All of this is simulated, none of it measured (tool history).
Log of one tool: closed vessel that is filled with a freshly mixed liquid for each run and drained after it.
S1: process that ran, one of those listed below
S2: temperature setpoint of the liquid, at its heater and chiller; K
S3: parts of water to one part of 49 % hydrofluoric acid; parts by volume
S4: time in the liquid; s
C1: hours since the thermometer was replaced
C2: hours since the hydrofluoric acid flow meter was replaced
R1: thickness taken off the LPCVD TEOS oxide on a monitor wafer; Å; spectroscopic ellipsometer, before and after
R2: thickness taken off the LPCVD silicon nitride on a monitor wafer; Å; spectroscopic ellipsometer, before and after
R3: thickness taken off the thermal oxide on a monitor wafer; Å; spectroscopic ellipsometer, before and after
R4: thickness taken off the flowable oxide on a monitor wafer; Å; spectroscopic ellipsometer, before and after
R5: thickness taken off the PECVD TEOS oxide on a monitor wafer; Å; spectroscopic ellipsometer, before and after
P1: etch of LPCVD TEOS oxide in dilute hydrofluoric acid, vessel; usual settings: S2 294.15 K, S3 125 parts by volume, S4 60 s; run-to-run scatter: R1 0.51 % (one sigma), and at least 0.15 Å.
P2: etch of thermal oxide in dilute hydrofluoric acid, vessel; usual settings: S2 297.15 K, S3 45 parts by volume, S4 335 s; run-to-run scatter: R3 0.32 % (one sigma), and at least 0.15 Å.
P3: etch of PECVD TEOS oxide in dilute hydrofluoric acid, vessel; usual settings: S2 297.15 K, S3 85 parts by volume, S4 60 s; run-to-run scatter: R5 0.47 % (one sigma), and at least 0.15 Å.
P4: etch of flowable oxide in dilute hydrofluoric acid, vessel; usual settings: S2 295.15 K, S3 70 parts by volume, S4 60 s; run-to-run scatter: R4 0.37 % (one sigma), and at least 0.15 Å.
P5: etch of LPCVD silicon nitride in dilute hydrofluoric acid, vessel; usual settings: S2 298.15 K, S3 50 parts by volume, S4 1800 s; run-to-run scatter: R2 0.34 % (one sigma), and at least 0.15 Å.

run,hour,S1,S2,S3,S4,C1,C2,R1,R2,R3,R4,R5
1,4.2,P1,294.15,125,60,821.9,901.4,166.82,,,,
2,10,P5,304.65,50,1800,827.7,907.2,,302.62,,,
3,19.3,P2,305.65,45,335,837,916.5,,,518.67,,
4,24.7,P4,295.15,70,115,842.4,921.9,,,,603.17,
5,34.3,P1,294.15,125,60,852,931.5,167.64,,,,
6,42.5,P2,297.15,20,335,860.2,939.7,,,864.11,,
7,51,P1,300.65,125,60,868.7,948.2,214.62,,,,
8,55.8,P5,298.15,85,1800,873.5,953,,118.28,,,
9,61.4,P1,290.15,125,60,879.1,958.6,141.21,,,,
10,69.5,P2,297.15,45,335,887.2,966.7,,,368.78,,
11,78.4,P1,294.15,185,60,896.1,975.6,105.19,,,,
12,83.7,P1,294.15,50,30,901.4,980.9,227.71,,,,
13,91,P5,298.15,50,1800,908.7,988.2,,199.47,,,
14,96.5,P3,297.15,85,60,914.2,993.7,,,,,201.99
15,102.3,P1,294.15,125,60,920,999.5,165.27,,,,
16,107.6,P3,297.15,85,60,925.3,1004.8,,,,,203.31
17,113.1,P3,297.15,40,60,930.8,1010.3,,,,,457.15
18,119.1,P1,294.15,60,60,936.8,1016.3,370.29,,,,
19,125.2,P1,294.15,125,30,942.9,1022.4,83.257,,,,
20,129.7,P2,297.15,45,635,947.4,1026.9,,,699.79,,
21,139.5,P1,298.65,125,115,957.2,1036.7,379.45,,,,
22,147.6,P4,295.15,70,60,965.3,1044.8,,,,313.1,
23,156.5,P3,297.15,85,30,974.2,1053.7,,,,,102.56
24,163.9,P3,292.15,85,60,981.6,1061.1,,,,,167.23
25,170.3,P1,294.15,125,60,988,1067.5,166.03,,,,
26,177.2,P1,294.15,125,95,994.9,1074.4,264.04,,,,
27,185.6,P1,294.15,125,60,1003.3,1082.8,165.45,,,,
28,190.1,P5,298.15,50,3035,1007.8,1087.3,,337.22,,,
29,198.6,P4,303.15,70,60,1016.3,1095.8,,,,433.08,
30,208,P1,294.15,215,30,1025.7,1105.2,43.681,,,,
31,217.5,P4,295.15,120,60,1035.2,1114.7,,,,173.2,
32,225.7,P1,294.15,125,60,1043.4,1122.9,165.06,,,,
33,233.9,P1,294.15,125,60,1051.6,1131.1,173.31,,,,
34,243.5,P1,294.15,125,60,1061.2,1140.7,175,,,,
35,248.7,P1,294.15,125,60,1066.4,1145.9,176.73,,,,
36,256.3,P1,294.15,125,60,1074,1153.5,177.34,,,,
37,262.1,P1,294.15,125,60,1079.8,1159.3,178.19,,,,
38,269.5,P1,294.15,125,60,1087.2,1166.7,177.83,,,,
39,275.3,P1,294.15,125,60,1093,1172.5,180.27,,,,
40,285,P1,294.15,125,60,1102.7,1182.2,181.27,,,,
41,294.2,P1,294.15,125,60,1111.9,1191.4,180.37,,,,
42,303.5,P1,294.15,125,60,1121.2,1200.7,181.85,,,,
43,311.5,P1,294.15,125,60,1129.2,1208.7,180.2,,,,

What P1 gives has crept away from where it was. These 2 causes fit the log equally well, each at the size given:
A: hydrofluoric acid flow above the setpoint (%) = 7.92
B: liquid hotter than its thermometer reads (K) = 2.19
The creep began at about hour 225.7.

4 check runs are offered, one wafer each, their results left as question marks. Which one tells the causes apart?
check 1,319.5,P4,299.15,110,60,,,,,,?,
check 2,319.5,P3,292.65,85,30,,,,,,,?
check 3,319.5,P2,305.15,45,335,,,,,?,,
check 4,319.5,P5,298.15,65,2425,,,,?,,,

What each check would give under each cause:
check,result,if A,if B
check 1,R4,243.53,242.85
check 2,R5,92.197,92.849
check 3,R3,551.24,552.74
check 4,R2,223.55,239.59
How far apart the two closest causes lie, in the result that separates them most: check 1 0.28 %; check 2 0.7 %; check 3 0.27 %; check 4 6.93 %
Check 4 tells the causes apart: in the others they would give nearly the same result.

Check 4 was then run and gave: R2 239.08 Å. Which cause is it?

It is B: liquid hotter than its thermometer reads (K).
